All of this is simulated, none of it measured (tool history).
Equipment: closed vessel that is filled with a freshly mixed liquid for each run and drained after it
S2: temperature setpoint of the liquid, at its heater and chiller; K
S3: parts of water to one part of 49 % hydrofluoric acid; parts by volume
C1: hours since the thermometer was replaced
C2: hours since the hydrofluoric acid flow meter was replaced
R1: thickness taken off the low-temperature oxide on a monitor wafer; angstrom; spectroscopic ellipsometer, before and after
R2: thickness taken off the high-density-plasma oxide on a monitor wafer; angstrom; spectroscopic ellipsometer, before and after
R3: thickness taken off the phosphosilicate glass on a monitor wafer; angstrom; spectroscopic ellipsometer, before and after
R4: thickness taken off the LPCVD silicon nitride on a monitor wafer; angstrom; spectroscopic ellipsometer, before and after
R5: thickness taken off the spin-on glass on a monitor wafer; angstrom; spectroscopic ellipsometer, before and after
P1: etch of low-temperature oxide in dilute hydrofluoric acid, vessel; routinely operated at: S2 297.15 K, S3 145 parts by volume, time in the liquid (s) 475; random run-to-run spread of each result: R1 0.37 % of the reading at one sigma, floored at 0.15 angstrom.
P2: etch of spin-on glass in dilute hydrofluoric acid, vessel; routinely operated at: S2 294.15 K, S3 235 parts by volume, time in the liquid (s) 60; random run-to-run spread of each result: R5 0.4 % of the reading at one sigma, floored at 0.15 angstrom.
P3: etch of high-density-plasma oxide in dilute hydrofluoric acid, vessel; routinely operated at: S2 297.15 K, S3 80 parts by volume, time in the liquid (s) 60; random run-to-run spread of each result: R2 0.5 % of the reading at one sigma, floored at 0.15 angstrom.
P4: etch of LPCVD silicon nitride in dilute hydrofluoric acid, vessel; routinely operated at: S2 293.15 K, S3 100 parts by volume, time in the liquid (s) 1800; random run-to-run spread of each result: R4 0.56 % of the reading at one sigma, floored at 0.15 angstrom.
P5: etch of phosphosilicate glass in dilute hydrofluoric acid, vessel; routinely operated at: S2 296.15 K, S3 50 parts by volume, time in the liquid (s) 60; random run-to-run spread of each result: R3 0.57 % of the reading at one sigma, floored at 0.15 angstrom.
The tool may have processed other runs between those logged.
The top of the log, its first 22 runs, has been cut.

Run 23, hour 296.5: process that ran P4, S2 290.15 K, S3 100 parts by volume, time in the liquid (s) 1800; C1 523.7; C2 95.3. Result: R4 59.302 angstrom.
Run 24, hour 313.1: process that ran P1, S2 297.15 K, S3 145 parts by volume, time in the liquid (s) 475; C1 540.3; C2 111.9. Result: R1 564.400 angstrom.
Run 25, hour 330.2: process that ran P1, S2 297.15 K, S3 145 parts by volume, time in the liquid (s) 475; C1 557.4; C2 129.0. Result: R1 560.330 angstrom.
Run 26, hour 343.1: process that ran P2, S2 290.15 K, S3 235 parts by volume, time in the liquid (s) 60; C1 570.3; C2 141.9. Result: R5 83.800 angstrom.
Run 27, hour 354.2: process that ran P1, S2 297.15 K, S3 145 parts by volume, time in the liquid (s) 475; C1 581.4; C2 153.0. Result: R1 560.540 angstrom.
Run 28, hour 368.7: process that ran P4, S2 293.15 K, S3 100 parts by volume, time in the liquid (s) 3130; C1 595.9; C2 167.5. Result: R4 127.900 angstrom.
Run 29, hour 382.4: process that ran P4, S2 293.15 K, S3 100 parts by volume, time in the liquid (s) 1800; C1 609.6; C2 181.2. Result: R4 72.738 angstrom.
Run 30, hour 391.8: process that ran P2, S2 294.15 K, S3 45 parts by volume, time in the liquid (s) 60; C1 619.0; C2 190.6. Result: R5 622.410 angstrom.

Predict the results of run 31:
Run 31, hour 403.7: process that ran P1, S2 290.15 K, S3 145 parts by volume, time in the liquid (s) 475; C1 630.9; C2 202.5. Result: R1 ?.

{"run 31": {"R1": 424.33}}
